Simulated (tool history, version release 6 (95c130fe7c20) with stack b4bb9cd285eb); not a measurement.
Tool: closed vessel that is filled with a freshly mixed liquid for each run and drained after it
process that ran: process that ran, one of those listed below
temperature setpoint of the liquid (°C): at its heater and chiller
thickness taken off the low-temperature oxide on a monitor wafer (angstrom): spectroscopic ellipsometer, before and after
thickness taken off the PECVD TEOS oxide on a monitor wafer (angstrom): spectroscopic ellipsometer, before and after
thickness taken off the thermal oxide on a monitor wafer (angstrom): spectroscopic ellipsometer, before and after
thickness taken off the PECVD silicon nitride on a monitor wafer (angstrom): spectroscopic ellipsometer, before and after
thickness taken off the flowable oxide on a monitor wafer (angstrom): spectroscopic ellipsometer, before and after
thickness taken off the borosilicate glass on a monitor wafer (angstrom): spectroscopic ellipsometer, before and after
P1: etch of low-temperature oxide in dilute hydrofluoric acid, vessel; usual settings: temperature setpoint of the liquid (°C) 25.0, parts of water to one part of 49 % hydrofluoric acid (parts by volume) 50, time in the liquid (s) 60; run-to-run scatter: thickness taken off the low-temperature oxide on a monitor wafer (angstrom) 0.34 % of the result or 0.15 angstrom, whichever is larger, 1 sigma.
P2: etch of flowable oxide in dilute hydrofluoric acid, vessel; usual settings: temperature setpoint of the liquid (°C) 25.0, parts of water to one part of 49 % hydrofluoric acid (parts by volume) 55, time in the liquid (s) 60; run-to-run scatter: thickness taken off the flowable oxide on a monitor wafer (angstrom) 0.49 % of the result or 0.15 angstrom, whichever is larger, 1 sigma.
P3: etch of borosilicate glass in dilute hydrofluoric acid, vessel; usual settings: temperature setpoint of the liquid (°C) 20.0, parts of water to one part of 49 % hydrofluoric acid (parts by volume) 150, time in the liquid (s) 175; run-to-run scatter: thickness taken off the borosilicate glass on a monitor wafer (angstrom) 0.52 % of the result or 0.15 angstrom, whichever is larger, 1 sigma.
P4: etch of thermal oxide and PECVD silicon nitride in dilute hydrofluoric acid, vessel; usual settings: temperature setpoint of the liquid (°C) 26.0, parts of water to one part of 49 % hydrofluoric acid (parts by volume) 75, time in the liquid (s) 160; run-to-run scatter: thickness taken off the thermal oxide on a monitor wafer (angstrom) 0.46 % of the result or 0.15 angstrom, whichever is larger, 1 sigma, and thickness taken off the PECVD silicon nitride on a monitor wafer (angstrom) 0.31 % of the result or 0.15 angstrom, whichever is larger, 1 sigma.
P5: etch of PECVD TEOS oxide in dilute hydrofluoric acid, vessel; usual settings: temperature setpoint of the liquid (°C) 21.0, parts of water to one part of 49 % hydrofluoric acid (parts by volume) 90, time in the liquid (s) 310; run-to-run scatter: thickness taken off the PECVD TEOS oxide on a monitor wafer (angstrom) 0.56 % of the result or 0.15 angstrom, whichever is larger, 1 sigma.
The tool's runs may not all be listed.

run,hour,process that ran,temperature setpoint of the liquid (°C),parts of water to one part of 49 % hydrofluoric acid (parts by volume),time in the liquid (s),hours since the thermometer was replaced,hours since the hydrofluoric acid flow meter was replaced,thickness taken off the low-temperature oxide on a monitor wafer (angstrom),thickness taken off the PECVD TEOS oxide on a monitor wafer (angstrom),thickness taken off the thermal oxide on a monitor wafer (angstrom),thickness taken off the PECVD silicon nitride on a monitor wafer (angstrom),thickness taken off the flowable oxide on a monitor wafer (angstrom),thickness taken off the borosilicate glass on a monitor wafer (angstrom)
1,4.9,P1,25.0,50,60,493.5,231.6,250.25,,,,,
2,9.2,P5,21.0,125,310,497.8,235.9,,197.40,,,,
3,16.6,P4,26.0,75,160,505.2,243.3,,,119.72,85.745,,
4,23.2,P2,25.0,95,60,511.8,249.9,,,,,322.21,
5,31.3,P2,25.0,55,60,519.9,258.0,,,,,588.67,
6,36.5,P4,26.0,35,160,525.1,263.2,,,271.47,180.680,,
7,40.2,P1,25.0,50,60,528.8,266.9,250.90,,,,,
8,46.0,P5,21.0,90,310,534.6,272.7,,284.82,,,,
9,53.5,P2,25.0,55,90,542.1,280.2,,,,,888.40,
10,57.6,P5,27.0,90,310,546.2,284.3,,361.05,,,,
11,65.3,P1,25.0,50,30,553.9,292.0,125.60,,,,,
12,70.6,P1,25.0,50,100,559.2,297.3,417.73,,,,,
13,75.6,P3,20.0,150,275,564.2,302.3,,,,,,827.38
14,82.7,P1,25.0,20,60,571.3,309.4,654.96,,,,,
15,89.1,P1,25.0,50,60,577.7,315.8,250.61,,,,,
16,96.0,P1,20.5,50,95,584.6,322.7,330.28,,,,,
17,103.9,P1,17.0,50,60,592.5,330.6,178.54,,,,,
18,111.6,P2,25.0,55,60,600.2,338.3,,,,,590.59,
19,117.0,P5,21.0,90,155,605.6,343.7,,142.98,,,,
20,123.5,P1,31.0,50,60,612.1,350.2,318.69,,,,,
21,128.0,P3,20.0,220,175,616.6,354.7,,,,,,330.38
22,135.8,P5,21.0,90,310,624.4,362.5,,286.33,,,,
23,140.2,P4,21.5,75,160,628.8,366.9,,,100.04,63.357,,
24,145.6,P2,17.5,55,60,634.2,372.3,,,,,427.92,
25,150.9,P3,17.0,150,175,639.5,377.6,,,,,,467.56
26,158.4,P3,20.0,150,175,647.0,385.1,,,,,,525.76
27,163.4,P1,25.0,50,60,652.0,390.1,250.16,,,,,
28,168.1,P4,26.0,75,160,656.7,394.8,,,119.72,86.509,,
29,174.8,P1,25.0,70,60,663.4,401.5,174.68,,,,,
30,179.8,P4,26.0,75,90,668.4,406.5,,,67.58,48.036,,

Forecast run 31:
31,188.1,P1,25.0,50,60,676.7,414.8,?,,,,,

Run 31 gave thickness taken off the low-temperature oxide on a monitor wafer (angstrom) 251.37.
